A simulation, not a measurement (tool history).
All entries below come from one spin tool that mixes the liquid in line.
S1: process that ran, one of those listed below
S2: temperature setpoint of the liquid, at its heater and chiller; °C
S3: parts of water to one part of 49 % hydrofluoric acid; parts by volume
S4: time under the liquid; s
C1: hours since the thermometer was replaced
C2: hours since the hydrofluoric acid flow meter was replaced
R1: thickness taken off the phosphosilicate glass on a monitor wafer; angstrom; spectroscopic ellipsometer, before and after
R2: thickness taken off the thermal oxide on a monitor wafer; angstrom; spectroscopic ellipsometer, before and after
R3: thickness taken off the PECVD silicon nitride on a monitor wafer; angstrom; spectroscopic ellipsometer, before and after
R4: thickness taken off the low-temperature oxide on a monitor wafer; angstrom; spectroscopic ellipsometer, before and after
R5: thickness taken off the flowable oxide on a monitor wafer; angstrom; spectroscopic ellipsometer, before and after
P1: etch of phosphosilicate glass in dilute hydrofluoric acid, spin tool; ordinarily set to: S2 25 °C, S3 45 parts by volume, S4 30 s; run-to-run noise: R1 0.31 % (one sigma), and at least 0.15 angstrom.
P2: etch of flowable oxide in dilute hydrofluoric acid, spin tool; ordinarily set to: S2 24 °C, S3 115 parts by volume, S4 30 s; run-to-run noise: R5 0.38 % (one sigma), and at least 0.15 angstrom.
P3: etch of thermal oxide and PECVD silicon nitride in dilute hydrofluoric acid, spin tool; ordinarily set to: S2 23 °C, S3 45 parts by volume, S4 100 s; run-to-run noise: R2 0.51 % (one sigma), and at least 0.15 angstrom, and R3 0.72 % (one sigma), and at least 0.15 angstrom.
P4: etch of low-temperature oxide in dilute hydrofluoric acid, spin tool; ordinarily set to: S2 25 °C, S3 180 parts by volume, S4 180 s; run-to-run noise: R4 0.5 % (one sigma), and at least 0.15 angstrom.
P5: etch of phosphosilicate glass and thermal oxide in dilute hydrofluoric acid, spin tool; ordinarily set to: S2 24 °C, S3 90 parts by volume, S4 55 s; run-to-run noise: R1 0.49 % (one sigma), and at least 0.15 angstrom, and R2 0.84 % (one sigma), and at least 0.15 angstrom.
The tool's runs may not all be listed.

run	day	S1	S2	S3	S4	C1	C2	R1	R2	R3	R4	R5
1	0.454	P1	25	45	30	341.1	1549.1	756.52				
2	0.8	P3	23	20	100	349.4	1557.4		246.54	78.994		
3	1.412	P1	25	45	55	364.1	1572.1	1386				
4	2.071	P3	17	45	100	379.9	1587.9		83.481	24.032		
5	2.712	P5	24	90	55	395.3	1603.3	535.57	29.531			
6	3.221	P4	25	180	180	407.5	1615.5				256.19	
7	3.838	P1	33	75	30	422.3	1630.3	595.27				
8	4.379	P1	25	45	30	435.3	1643.3	756.61				
9	5.162	P1	25	45	15	454.1	1662.1	376.11				
10	5.804	P1	17.5	45	30	469.5	1677.5	548.43				
11	6.417	P1	25	70	30	484.2	1692.2	469.16				
12	6.929	P1	25	45	30	496.5	1704.5	755.91				
13	7.529	P5	29.5	90	55	510.9	1718.9	664.51	37.019			
14	8.146	P1	29	45	30	525.7	1733.7	885.87				
15	8.571	P5	24	140	55	535.9	1743.9	322.99	18.181			
16	9.238	P4	18	180	180	551.9	1759.9				195.54	
17	9.675	P4	25	180	180	562.4	1770.4				258.59	
18	10.254	P1	25	20	60	576.3	1784.3	3509				
19	10.825	P1	25	45	30	590	1798	755.71				
20	11.358	P1	25	45	30	602.8	1810.8	754.28				
21	12.125	P3	23	45	100	621.2	1829.2		107.91	36.038		
22	12.708	P2	17	115	30	635.2	1843.2					111.08
23	13.325	P1	25	20	30	650	1858	1760.2				
24	13.829	P5	24	90	100	662.1	1870.1	976.7	54.048			
25	14.4	P1	25	45	30	675.8	1883.8	752.42				
26	14.883	P2	24	25	30	687.4	1895.4					764.56
27	15.604	P4	25	55	180	704.7	1912.7				984.66	
28	16.075	P3	23	45	195	716	1924		209.51	69.818		
29	16.583	P1	25	45	30	728.2	1936.2	759				
30	16.958	P4	25	180	335	737.2	1945.2				482.92	
31	17.471	P2	24	115	55	749.5	1957.5					272.76
32	17.854	P2	24	115	30	758.7	1966.7					147.6
33	18.342	P5	24	90	55	770.4	1978.4	526.01	29.898			
34	19.038	P1	25	45	30	787.1	1995.1	753.34				
35	19.629	P1	25	45	30	801.3	2009.3	737.96				
36	20.138	P1	25	45	30	813.5	2021.5	724.49				
37	20.817	P1	25	45	30	829.8	2037.8	719.53				
38	21.425	P1	25	45	30	844.4	2052.4	715.59				
39	22.188	P1	25	45	30	862.7	2070.7	709.6				
40	22.642	P1	25	45	30	873.6	2081.6	710.26				
41	23.179	P1	25	45	30	886.5	2094.5	710.67				
42	23.779	P1	25	45	30	900.9	2108.9	707.84				
43	24.225	P1	25	45	30	911.6	2119.6	707.21				

What P1 gives has crept away from where it was. These 2 causes fit the log equally well, each at the size given:
A: hydrofluoric acid flow below the setpoint (%) = 5.91
B: liquid colder than its thermometer reads (K) = 1.57
The creep began at about day 19.038.

The 4 check runs listed below each average the results of 2 wafers, and their outcomes are marked with question marks. Under which run would the listed causes produce clearly different results?
check 1	24.671	P5	24	120	55			?	?			
check 2	24.671	P2	24	35	50							?
check 3	24.671	P4	25	65	270						?	
check 4	24.671	P3	17	45	190				?	?		

If the cause were each of the candidates in turn, the checks would give the following:
check	result	if A	if B
check 1	R1	359.74	362.67
check 1	R2	19.966	20.128
check 2	R5	839.45	837.87
check 3	R4	1155.1	1158
check 4	R2	147.48	146.78
check 4	R3	42.664	40.445
Per check, the gap between the least separated pair of causes, taken in the result that splits them most: check 1 0.81 %; check 2 0.19 %; check 3 0.25 %; check 4 5.34 %
Only check 4 tells the causes apart: in the others they would give nearly the same result.

Check 4 was carried out, with these results: R2 147.08 angstrom; R3 40.563 angstrom. Which of the listed causes is responsible?

It was cause B: liquid colder than its thermometer reads (K).
